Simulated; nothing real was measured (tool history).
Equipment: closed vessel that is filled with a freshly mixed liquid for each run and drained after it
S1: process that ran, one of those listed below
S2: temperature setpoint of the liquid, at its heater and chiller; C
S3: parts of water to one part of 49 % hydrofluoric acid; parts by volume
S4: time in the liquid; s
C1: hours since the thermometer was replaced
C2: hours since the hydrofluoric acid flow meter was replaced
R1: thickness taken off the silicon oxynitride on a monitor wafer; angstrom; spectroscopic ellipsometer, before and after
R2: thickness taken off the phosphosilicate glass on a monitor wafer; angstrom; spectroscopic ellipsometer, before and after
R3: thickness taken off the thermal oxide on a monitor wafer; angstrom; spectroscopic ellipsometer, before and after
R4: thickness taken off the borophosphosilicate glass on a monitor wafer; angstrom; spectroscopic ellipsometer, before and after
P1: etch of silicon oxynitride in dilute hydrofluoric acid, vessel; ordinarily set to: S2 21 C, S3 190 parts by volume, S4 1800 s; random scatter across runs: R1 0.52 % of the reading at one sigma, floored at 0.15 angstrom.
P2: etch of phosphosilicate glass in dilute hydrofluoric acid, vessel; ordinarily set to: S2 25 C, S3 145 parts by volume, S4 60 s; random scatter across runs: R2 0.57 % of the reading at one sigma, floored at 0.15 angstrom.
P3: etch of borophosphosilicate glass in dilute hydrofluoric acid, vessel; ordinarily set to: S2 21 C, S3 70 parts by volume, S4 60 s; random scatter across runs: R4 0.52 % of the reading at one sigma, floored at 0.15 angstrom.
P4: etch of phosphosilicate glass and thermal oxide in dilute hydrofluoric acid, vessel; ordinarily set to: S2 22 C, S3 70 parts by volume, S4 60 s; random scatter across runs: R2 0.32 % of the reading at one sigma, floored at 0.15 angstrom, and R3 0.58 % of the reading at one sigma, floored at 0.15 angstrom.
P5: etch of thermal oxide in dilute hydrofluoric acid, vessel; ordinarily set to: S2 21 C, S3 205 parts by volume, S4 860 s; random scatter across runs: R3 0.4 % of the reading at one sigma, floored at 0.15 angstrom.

run,hour,S1,S2,S3,S4,C1,C2,R1,R2,R3,R4
1,7,P1,21,190,1800,186.1,1136.9,150.82,,,
2,12.1,P1,21,190,620,191.2,1142,51.684,,,
3,18.9,P4,22,70,110,198,1148.8,,1053.3,74.12,
4,26,P2,25,145,60,205.1,1155.9,,301.18,,
5,31.8,P5,17,205,860,210.9,1161.7,,,139.29,
6,39.2,P4,22,20,60,218.3,1169.1,,2133.5,150.84,
7,45.9,P2,25,145,100,225,1175.8,,493.96,,
8,51.2,P3,17,70,60,230.3,1181.1,,,,328.55
9,56,P3,21,110,60,235.1,1185.9,,,,238.7
10,63.1,P1,25.5,270,1800,242.2,1193,122.57,,,
11,67.3,P2,25,255,60,246.4,1197.2,,151.17,,
12,73.9,P4,17,70,60,253,1203.8,,468.51,32.933,
13,77.5,P1,21,190,1800,256.6,1207.4,151.54,,,
14,85.6,P3,21,70,60,264.7,1215.5,,,,392.92
15,90.7,P4,22,70,60,269.8,1220.6,,577.01,40.929,
16,96.4,P1,28.5,190,1800,275.5,1226.3,208.88,,,
17,100.8,P1,21,190,1800,279.9,1230.7,151.74,,,
18,104.4,P5,21,205,860,283.5,1234.3,,,162.83,
19,110.6,P1,21,190,1800,289.7,1240.5,150.83,,,
20,116.9,P1,21,190,1800,296,1246.8,151.6,,,
21,123.2,P5,21,85,860,302.3,1253.1,,,447.54,
22,129.1,P4,22,70,60,308.2,1259,,569.69,41.168,
23,133.7,P2,25,145,60,312.8,1263.6,,300.23,,
24,140.8,P1,17,190,1800,319.9,1270.7,124.42,,,
25,145.3,P1,21,70,1800,324.4,1275.2,447.1,,,
26,152.4,P1,21,340,1800,331.5,1282.3,76.647,,,
27,157.7,P1,21,190,1800,336.8,1287.6,150.7,,,

Run 28, settings as shown, results not yet in. Your forecast:
28,163.4,P3,21,70,30,342.5,1293.3,,,,?

R4: 195.89 angstrom

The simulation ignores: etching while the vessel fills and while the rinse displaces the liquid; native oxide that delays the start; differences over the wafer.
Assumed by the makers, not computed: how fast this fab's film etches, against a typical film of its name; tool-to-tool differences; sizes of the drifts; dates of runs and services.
